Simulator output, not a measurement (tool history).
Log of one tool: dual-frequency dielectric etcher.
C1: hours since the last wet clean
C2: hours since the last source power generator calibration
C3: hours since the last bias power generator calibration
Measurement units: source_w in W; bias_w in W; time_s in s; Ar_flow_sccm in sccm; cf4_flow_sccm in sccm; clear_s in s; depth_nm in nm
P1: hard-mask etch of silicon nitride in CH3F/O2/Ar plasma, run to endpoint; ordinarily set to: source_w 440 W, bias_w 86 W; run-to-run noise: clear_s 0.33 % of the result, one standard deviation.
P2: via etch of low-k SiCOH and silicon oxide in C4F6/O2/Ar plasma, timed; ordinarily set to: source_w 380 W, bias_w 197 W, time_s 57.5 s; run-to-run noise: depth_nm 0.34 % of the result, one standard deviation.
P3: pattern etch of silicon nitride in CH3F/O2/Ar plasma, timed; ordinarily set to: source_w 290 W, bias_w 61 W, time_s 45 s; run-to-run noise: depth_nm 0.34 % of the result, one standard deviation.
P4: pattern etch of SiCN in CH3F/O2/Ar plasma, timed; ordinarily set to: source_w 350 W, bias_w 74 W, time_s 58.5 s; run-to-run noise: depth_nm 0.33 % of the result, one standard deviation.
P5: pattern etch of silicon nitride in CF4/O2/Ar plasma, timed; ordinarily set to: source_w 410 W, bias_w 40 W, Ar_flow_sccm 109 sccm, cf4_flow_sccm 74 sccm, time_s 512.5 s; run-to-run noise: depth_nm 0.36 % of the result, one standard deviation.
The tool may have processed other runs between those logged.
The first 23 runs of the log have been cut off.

{"run": 24, "hour": 324.3, "process": "P5", "source_w": 410, "bias_w": 23, "time_s": 512.5, "Ar_flow_sccm": 109, "cf4_flow_sccm": 74, "C1": 520.2, "C2": 2453.7, "C3": 1766.1, "depth_nm": 577.6}
{"run": 25, "hour": 340.2, "process": "P1", "source_w": 440, "bias_w": 56, "C1": 536.1, "C2": 2469.6, "C3": 1782, "clear_s": 80.638}
{"run": 26, "hour": 349.0, "process": "P5", "source_w": 410, "bias_w": 40, "time_s": 287, "Ar_flow_sccm": 109, "cf4_flow_sccm": 74, "C1": 544.9, "C2": 2478.4, "C3": 1790.8, "depth_nm": 394.49}
{"run": 27, "hour": 366.1, "process": "P5", "source_w": 410, "bias_w": 40, "time_s": 512.5, "Ar_flow_sccm": 109, "cf4_flow_sccm": 97, "C1": 562, "C2": 2495.5, "C3": 1807.9, "depth_nm": 730.32}
{"run": 28, "hour": 374.4, "process": "P2", "source_w": 380, "bias_w": 197, "time_s": 57.5, "C1": 570.3, "C2": 2503.8, "C3": 1816.2, "depth_nm": 151.9}
{"run": 29, "hour": 382.6, "process": "P4", "source_w": 350, "bias_w": 74, "time_s": 58.5, "C1": 578.5, "C2": 2512, "C3": 1824.4, "depth_nm": 21.133}
{"run": 30, "hour": 396.4, "process": "P1", "source_w": 440, "bias_w": 111, "C1": 592.3, "C2": 2525.8, "C3": 1838.2, "clear_s": 63.962}
{"run": 31, "hour": 410.0, "process": "P2", "source_w": 380, "bias_w": 269, "time_s": 57.5, "C1": 605.9, "C2": 2539.4, "C3": 1851.8, "depth_nm": 167.8}
{"run": 32, "hour": 418.6, "process": "P2", "source_w": 210, "bias_w": 197, "time_s": 57.5, "C1": 614.5, "C2": 2548, "C3": 1860.4, "depth_nm": 120.27}
{"run": 33, "hour": 429.6, "process": "P1", "source_w": 550, "bias_w": 55, "C1": 625.5, "C2": 2559, "C3": 1871.4, "clear_s": 74.854}
{"run": 34, "hour": 441.1, "process": "P1", "source_w": 440, "bias_w": 86, "C1": 637, "C2": 2570.5, "C3": 1882.9, "clear_s": 70.357}
{"run": 35, "hour": 449.4, "process": "P1", "source_w": 440, "bias_w": 86, "C1": 645.3, "C2": 2578.8, "C3": 1891.2, "clear_s": 69.829}
{"run": 36, "hour": 457.2, "process": "P1", "source_w": 440, "bias_w": 86, "C1": 653.1, "C2": 2586.6, "C3": 1899, "clear_s": 69.943}
{"run": 37, "hour": 467.4, "process": "P1", "source_w": 440, "bias_w": 86, "C1": 663.3, "C2": 2596.8, "C3": 1909.2, "clear_s": 69.513}
{"run": 38, "hour": 482.3, "process": "P1", "source_w": 440, "bias_w": 86, "C1": 678.2, "C2": 2611.7, "C3": 1924.1, "clear_s": 69.173}
{"run": 39, "hour": 499.1, "process": "P1", "source_w": 440, "bias_w": 86, "C1": 695, "C2": 2628.5, "C3": 1940.9, "clear_s": 68.967}
{"run": 40, "hour": 512.5, "process": "P1", "source_w": 440, "bias_w": 86, "C1": 708.4, "C2": 2641.9, "C3": 1954.3, "clear_s": 69.073}
{"hour": 513.2, "done": "wet clean of the chamber"}
{"run": 41, "hour": 526.3, "process": "P1", "source_w": 440, "bias_w": 86, "C1": 13.1, "C2": 2655.7, "C3": 1968.1, "clear_s": 68.842}
{"run": 42, "hour": 537.1, "process": "P1", "source_w": 440, "bias_w": 86, "C1": 23.9, "C2": 2666.5, "C3": 1978.9, "clear_s": 68.973}

Expected results for the next run?
{"run": 43, "hour": 549.5, "process": "P1", "source_w": 440, "bias_w": 86, "C1": 36.3, "C2": 2678.9, "C3": 1991.3, "clear_s": "?"}

clear_s: 69.671 s
